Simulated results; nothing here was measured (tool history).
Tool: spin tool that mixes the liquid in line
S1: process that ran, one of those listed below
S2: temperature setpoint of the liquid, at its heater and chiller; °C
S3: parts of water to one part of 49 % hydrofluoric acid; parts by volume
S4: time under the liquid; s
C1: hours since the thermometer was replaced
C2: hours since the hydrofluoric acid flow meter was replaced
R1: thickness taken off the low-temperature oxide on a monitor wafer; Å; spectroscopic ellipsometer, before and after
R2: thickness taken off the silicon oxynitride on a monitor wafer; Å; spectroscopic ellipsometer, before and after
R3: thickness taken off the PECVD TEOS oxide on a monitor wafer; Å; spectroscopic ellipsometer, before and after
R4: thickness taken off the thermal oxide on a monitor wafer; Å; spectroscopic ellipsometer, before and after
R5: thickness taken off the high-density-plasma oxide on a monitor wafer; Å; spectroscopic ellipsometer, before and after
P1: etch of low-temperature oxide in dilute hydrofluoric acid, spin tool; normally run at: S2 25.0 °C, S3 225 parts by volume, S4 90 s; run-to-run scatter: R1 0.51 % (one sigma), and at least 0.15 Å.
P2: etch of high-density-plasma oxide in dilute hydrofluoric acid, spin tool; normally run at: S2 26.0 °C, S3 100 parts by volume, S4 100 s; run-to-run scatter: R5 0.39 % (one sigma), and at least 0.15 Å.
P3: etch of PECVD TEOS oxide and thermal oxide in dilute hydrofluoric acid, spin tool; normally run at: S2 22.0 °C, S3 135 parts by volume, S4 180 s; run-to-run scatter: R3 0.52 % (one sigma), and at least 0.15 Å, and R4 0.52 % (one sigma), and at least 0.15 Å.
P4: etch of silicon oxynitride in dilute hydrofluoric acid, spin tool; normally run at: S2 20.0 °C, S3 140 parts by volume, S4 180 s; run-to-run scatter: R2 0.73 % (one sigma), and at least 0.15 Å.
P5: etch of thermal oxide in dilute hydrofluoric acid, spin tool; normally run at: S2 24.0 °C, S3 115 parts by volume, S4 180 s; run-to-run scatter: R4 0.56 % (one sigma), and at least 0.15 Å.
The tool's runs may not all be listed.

run,hour,S1,S2,S3,S4,C1,C2,R1,R2,R3,R4,R5
1,7.3,P1,25.0,225,90,606.2,55.1,81.124,,,,
2,13.3,P1,32.5,120,90,612.2,61.1,225.220,,,,
3,25.8,P1,25.0,225,90,624.7,73.6,82.263,,,,
4,32.6,P4,20.0,55,180,631.5,80.4,,87.999,,,
5,39.7,P3,22.0,205,180,638.6,87.5,,,110.920,33.3800,
6,49.0,P1,25.0,85,90,647.9,96.8,254.760,,,,
7,60.1,P2,26.0,100,100,659.0,107.9,,,,,54.703
8,66.9,P4,27.5,140,180,665.8,114.7,,45.842,,,
9,77.4,P1,25.0,225,90,676.3,125.2,80.611,,,,
10,85.2,P1,25.0,225,170,684.1,133.0,153.330,,,,
11,92.5,P1,25.0,225,15,691.4,140.3,13.843,,,,
12,98.4,P2,26.0,100,100,697.3,146.2,,,,,54.880
13,106.4,P1,18.0,225,90,705.3,154.2,62.603,,,,
14,118.2,P5,30.0,115,180,717.1,166.0,,,,89.3130,
15,125.1,P3,28.0,135,180,724.0,172.9,,,229.480,68.6550,
16,137.6,P1,25.0,225,90,736.5,185.4,80.365,,,,
17,147.6,P1,29.0,225,90,746.5,195.4,93.371,,,,
18,159.2,P1,25.0,225,90,758.1,207.0,81.339,,,,
19,171.3,P5,24.0,180,180,770.2,219.1,,,,42.5950,
20,180.4,P4,20.0,140,30,779.3,228.2,,5.464,,,
21,190.5,P3,22.0,135,180,789.4,238.3,,,179.770,54.8720,
# hour 192.3: thermometer replaced
22,200.1,P5,24.0,115,180,7.9,247.9,,,,71.5770,
23,209.9,P3,22.0,135,180,17.7,257.7,,,181.040,54.4930,
24,217.3,P5,24.0,115,15,25.1,265.1,,,,6.2196,
25,227.2,P2,26.0,150,100,35.0,275.0,,,,,34.439
# hour 231.3: hydrofluoric acid flow meter replaced
26,236.1,P4,20.0,140,180,43.9,4.9,,31.870,,,
27,242.3,P1,31.0,225,35,50.1,11.1,38.801,,,,
28,252.2,P2,26.0,100,40,60.0,21.0,,,,,21.842
29,263.2,P1,25.0,380,90,71.0,32.0,41.338,,,,
30,272.4,P3,22.0,135,15,80.2,41.2,,,15.132,4.7509,
31,281.3,P1,25.0,225,90,89.1,50.1,81.358,,,,
32,291.7,P2,19.5,100,100,99.5,60.5,,,,,41.976
33,302.8,P4,20.0,140,180,110.6,71.6,,31.525,,,

Run 34 comes next. What will it give?
34,314.4,P1,25.0,225,90,122.2,83.2,?,,,,

{"run 34": {"R1": 81.262}}
